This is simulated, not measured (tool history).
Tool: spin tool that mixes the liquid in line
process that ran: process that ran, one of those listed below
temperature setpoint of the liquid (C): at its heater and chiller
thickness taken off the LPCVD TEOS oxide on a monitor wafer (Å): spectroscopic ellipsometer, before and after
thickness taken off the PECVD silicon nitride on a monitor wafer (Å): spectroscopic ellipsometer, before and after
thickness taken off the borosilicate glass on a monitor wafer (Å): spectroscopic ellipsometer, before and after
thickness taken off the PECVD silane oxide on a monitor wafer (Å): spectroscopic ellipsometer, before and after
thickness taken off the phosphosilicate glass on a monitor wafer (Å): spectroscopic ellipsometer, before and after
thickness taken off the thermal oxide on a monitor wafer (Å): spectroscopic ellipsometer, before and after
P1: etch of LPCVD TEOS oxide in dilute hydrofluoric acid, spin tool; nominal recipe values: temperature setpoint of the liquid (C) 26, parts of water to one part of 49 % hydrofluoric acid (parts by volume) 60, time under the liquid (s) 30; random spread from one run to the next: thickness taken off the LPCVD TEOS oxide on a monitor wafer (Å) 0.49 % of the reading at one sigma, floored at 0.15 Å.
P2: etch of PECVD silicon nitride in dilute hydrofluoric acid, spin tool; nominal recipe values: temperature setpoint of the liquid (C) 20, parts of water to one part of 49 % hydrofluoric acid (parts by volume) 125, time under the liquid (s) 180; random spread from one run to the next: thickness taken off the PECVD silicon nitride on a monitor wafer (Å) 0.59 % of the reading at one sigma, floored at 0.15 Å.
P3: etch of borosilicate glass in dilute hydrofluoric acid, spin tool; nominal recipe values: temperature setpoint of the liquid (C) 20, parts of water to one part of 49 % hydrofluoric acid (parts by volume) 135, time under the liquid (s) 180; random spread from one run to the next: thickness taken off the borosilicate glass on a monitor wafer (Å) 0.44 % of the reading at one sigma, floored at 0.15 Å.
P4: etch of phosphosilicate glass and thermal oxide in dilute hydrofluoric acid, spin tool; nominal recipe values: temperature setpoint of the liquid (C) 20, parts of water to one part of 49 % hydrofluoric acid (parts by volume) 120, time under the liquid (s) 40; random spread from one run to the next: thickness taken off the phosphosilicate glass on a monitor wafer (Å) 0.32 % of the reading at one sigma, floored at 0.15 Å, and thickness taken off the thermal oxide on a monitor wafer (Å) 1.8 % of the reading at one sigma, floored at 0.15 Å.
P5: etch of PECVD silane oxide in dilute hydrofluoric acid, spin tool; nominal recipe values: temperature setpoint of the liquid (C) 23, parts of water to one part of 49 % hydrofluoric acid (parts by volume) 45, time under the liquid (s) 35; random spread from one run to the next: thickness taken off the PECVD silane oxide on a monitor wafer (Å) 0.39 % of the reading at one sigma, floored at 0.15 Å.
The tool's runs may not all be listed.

run	hour	process that ran	temperature setpoint of the liquid (C)	parts of water to one part of 49 % hydrofluoric acid (parts by volume)	time under the liquid (s)	thickness taken off the LPCVD TEOS oxide on a monitor wafer (Å)	thickness taken off the PECVD silicon nitride on a monitor wafer (Å)	thickness taken off the borosilicate glass on a monitor wafer (Å)	thickness taken off the PECVD silane oxide on a monitor wafer (Å)	thickness taken off the phosphosilicate glass on a monitor wafer (Å)	thickness taken off the thermal oxide on a monitor wafer (Å)
1	9.3	P1	26	60	30	317.62					
2	22.8	P1	26	60	30	319.06					
3	34.5	P1	26	60	15	161.16					
4	43.6	P2	17	125	180		34.06				
# hour 53.7: thermometer replaced
5	56.7	P1	26	95	30	191.59					
6	67.9	P3	27	135	180			443.23			
7	79.6	P1	26	60	30	320.16					
8	87.9	P3	20	135	80			148.56			
9	98.4	P5	23	45	35				262.47		
10	111.7	P1	26	60	50	532.24					
11	125.4	P1	30	60	30	374.49					
12	134.9	P2	20	125	285		66.865				
13	147.2	P3	20	200	180			212.4			
14	159.9	P1	26	60	30	319.15					
15	168	P4	20	200	40					203.93	7.2541
16	179	P2	20	125	180		41.735				
17	194.6	P5	23	45	35				264.15		
18	204.6	P4	27	120	40					489.99	17.723
19	218.5	P2	20	180	180		29.171				
20	227.4	P4	20	120	40					370.47	12.832
21	236.5	P1	26	60	30	323.83					
22	245.2	P1	26	30	30	669.08					
23	254.5	P1	18	60	30	232.2					
24	263.6	P2	20	125	180		42.29				
25	276.1	P4	20	120	70					650.36	23.44
26	283.7	P1	26	60	30	320.18					
# hour 295.3: hydrofluoric acid flow meter replaced
27	296.2	P5	23	20	35				615.11		
28	308.2	P1	22	60	15	134.66					
29	315.7	P3	20	135	180			336.53			
30	325.3	P5	28	45	35				324.64		
31	338.8	P5	23	45	60				454.66		
32	348.4	P1	26	60	30	321.8					
33	362.7	P1	26	60	30	310.38					
34	371.7	P1	26	60	30	307.14					
35	384.9	P1	26	60	30	304.09					
36	395.2	P1	26	60	30	297.52					
37	410.5	P1	26	60	30	297.66					
38	423.9	P1	26	60	30	296.23					
39	432.9	P1	26	60	30	297.74					
40	448.8	P1	26	60	30	299.58					
41	458.4	P1	26	60	30	297.17					

The log shows P1 creeping away from where it was. Any of the 2 causes listed here, at the size stated for it, fits the log just as well as the others:
A: liquid colder than its thermometer reads (K) = 1.92
B: hydrofluoric acid flow below the setpoint (%) = 6.9
The gradual shift began around hour 348.4.

Listed below are the offered check runs, one wafer per run, with question marks in place of results. For which of them would the causes give clearly different outcomes?
check 1	468	P4	20	120	40					?	?
check 2	468	P2	20	125	180		?				
check 3	468	P3	20	135	180			?			
check 4	468	P5	23	45	35				?		

Predicted outcomes, by check and by cause:
check	result	if A	if B
check 1	thickness taken off the phosphosilicate glass on a monitor wafer (Å)	343.14	342.29
check 1	thickness taken off the thermal oxide on a monitor wafer (Å)	12.124	12.094
check 2	thickness taken off the PECVD silicon nitride on a monitor wafer (Å)	36.786	39.093
check 3	thickness taken off the borosilicate glass on a monitor wafer (Å)	310.04	308.73
check 4	thickness taken off the PECVD silane oxide on a monitor wafer (Å)	243.45	244.58
How far apart the two closest causes lie, in the result that separates them most: check 1 0.25 %; check 2 6.08 %; check 3 0.42 %; check 4 0.46 %
The other checks would show nearly matching results whichever cause is true, so check 2 is the only one that separates the causes.

With check 2 done, the readings were: thickness taken off the PECVD silicon nitride on a monitor wafer (Å) 36.993. Identify which of the listed causes applies.

A is the cause: liquid colder than its thermometer reads (K).
